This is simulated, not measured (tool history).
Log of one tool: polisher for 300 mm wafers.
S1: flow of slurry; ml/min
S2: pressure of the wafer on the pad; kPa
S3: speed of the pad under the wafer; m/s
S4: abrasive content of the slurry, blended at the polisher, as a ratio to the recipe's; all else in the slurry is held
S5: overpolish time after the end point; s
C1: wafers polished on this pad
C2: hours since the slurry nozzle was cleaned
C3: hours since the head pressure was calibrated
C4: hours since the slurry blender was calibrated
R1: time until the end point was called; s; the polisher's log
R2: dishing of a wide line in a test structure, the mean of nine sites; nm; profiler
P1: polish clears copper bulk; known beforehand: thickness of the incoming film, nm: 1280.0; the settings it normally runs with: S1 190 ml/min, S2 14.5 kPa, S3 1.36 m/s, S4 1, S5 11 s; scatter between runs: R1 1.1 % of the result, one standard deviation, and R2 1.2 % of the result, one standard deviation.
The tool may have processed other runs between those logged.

run,hour,S1,S2,S3,S4,S5,C1,C2,C3,C4,R1,R2
1,7.9,190,14.5,1.36,1,11,640,462,739.1,44.4,159.23,53.286
2,11.9,190,14.5,1.36,1,11,670,466,743.1,48.4,157.99,52.71
3,19.3,285,14.5,1.36,1,11,725,473.4,750.5,55.8,152.67,54.682
4,24.8,190,14.5,0.86,1,11,766,478.9,756,61.3,254.44,36.942
5,33.1,190,14.5,1.36,0.6,22,827,487.2,764.3,69.6,171.9,78.417
6,37.2,190,14.5,1.36,1,11,857,491.3,768.4,73.7,158.86,52.485
7,44.9,190,14.5,1.36,1.45,3,914,499,776.1,81.4,146.48,18.818
8,49.1,190,14.5,1.36,1,19,946,503.2,780.3,85.6,160.44,75.166
9,54.4,190,14.5,1.36,1,3,985,508.5,785.6,90.9,159.64,17.735
10,61.6,190,14.5,1.36,1,11,1038,515.7,792.8,98.1,155.69,52.294
11,69.1,190,7.6,1.36,1,11,1094,523.2,800.3,105.6,300.18,29.795
12,75.3,190,21.4,1.36,1,11,1140,529.4,806.5,111.8,110,72.449
13,80.4,190,14.5,1.36,1,11,1177,534.5,811.6,116.9,158.28,52.871
14,88.6,115,14.5,1.36,1,11,1238,542.7,819.8,125.1,173.8,49.245
15,95.6,190,14.5,1.36,0.5,11,1290,549.7,826.8,132.1,182.85,46.864
# hour 101: slurry nozzle cleaned
16,102.3,190,14.5,1.36,1.4,11,1340,1.3,833.5,138.8,146.76,56.024
17,107.7,190,14.5,2.16,1,11,1380,6.7,838.9,144.2,100.8,71.783
18,114.9,190,14.5,1.36,1,11,1433,13.9,846.1,151.4,162.69,53.298
19,120.8,190,14.5,1.36,1,11,1477,19.8,852,157.3,164.85,50.963
20,128,190,14.5,1.36,1,11,1530,27,859.2,164.5,164.68,50.592
21,132.6,190,14.5,1.36,1,11,1564,31.6,863.8,169.1,170.84,49.8
22,139.5,190,14.5,1.36,1,11,1615,38.5,870.7,176,173.43,50.226
# hour 140.7: worn pad replaced by a new one
23,146.7,190,14.5,1.36,1,11,44,45.7,877.9,183.2,172.24,50.26
24,150.3,190,14.5,1.36,1,11,71,49.3,881.5,186.8,175.4,49.418

The next listed run, before its measurement:
# hour 150.8: head pressure recalibrated
25,154,190,14.5,1.36,1,11,98,53,3.3,190.5,?,?

R1: 174.75 s
R2: 50.338 nm
